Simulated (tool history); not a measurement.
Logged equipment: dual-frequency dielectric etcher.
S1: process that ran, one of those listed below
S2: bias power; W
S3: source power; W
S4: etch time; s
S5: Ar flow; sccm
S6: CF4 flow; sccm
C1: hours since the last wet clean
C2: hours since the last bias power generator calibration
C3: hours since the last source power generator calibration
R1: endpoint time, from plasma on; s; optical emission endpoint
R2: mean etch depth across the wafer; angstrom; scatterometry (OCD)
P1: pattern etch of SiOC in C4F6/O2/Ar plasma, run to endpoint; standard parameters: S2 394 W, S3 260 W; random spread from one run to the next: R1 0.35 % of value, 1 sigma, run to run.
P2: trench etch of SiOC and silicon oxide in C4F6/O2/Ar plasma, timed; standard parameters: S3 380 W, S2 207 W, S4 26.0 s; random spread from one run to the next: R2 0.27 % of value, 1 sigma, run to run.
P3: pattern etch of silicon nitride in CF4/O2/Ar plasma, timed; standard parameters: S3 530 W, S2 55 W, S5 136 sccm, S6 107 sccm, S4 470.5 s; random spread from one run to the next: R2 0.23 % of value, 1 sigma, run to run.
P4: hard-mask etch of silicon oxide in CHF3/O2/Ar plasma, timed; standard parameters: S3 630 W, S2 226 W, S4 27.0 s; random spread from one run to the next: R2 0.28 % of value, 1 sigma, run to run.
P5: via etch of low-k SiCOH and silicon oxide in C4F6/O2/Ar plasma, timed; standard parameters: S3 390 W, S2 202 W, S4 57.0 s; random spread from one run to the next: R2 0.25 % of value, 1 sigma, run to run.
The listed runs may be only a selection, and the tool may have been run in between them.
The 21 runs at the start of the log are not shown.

run 22 day=7.279 | S1=P1 S2=394 S3=260 | C1=255.4 C2=3192.4 C3=2912.8 | R1=13.546
run 23 day=7.533 | S1=P3 S2=55 S3=530 S4=470.5 S5=136 S6=75 | C1=261.5 C2=3198.5 C3=2918.9 | R2=8977.10
run 24 day=7.712 | S1=P1 S2=394 S3=180 | C1=265.8 C2=3202.8 C3=2923.2 | R1=15.465
run 25 day=8.000 | S1=P1 S2=491 S3=260 | C1=272.7 C2=3209.7 C3=2930.1 | R1=12.421
run 26 day=8.279 | S1=P4 S2=226 S3=630 S4=27.0 | C1=279.4 C2=3216.4 C3=2936.8 | R2=589.64
run 27 day=8.504 | S1=P5 S2=285 S3=390 S4=57.0 | C1=284.8 C2=3221.8 C3=2942.2 | R2=1819.80
run 28 day=8.908 | S1=P4 S2=226 S3=630 S4=27.0 | C1=294.5 C2=3231.5 C3=2951.9 | R2=588.27
run 29 day=9.096 | S1=P1 S2=264 S3=210 | C1=299.0 C2=3236.0 C3=2956.4 | R1=16.882
run 30 day=9.308 | S1=P2 S2=207 S3=210 S4=26.0 | C1=304.1 C2=3241.1 C3=2961.5 | R2=434.33
run 31 day=9.571 | S1=P5 S2=202 S3=390 S4=57.0 | C1=310.4 C2=3247.4 C3=2967.8 | R2=1626.70
run 32 day=9.954 | S1=P5 S2=202 S3=390 S4=71.5 | C1=319.6 C2=3256.6 C3=2977.0 | R2=2044.30

Estimate the outcome of run 33 from the log above:
run 33 day=10.208 | S1=P2 S2=207 S3=380 S4=16.5 | C1=325.7 C2=3262.7 C3=2983.1 | R2=?

Run 33 yielded R2 345.35 angstrom.

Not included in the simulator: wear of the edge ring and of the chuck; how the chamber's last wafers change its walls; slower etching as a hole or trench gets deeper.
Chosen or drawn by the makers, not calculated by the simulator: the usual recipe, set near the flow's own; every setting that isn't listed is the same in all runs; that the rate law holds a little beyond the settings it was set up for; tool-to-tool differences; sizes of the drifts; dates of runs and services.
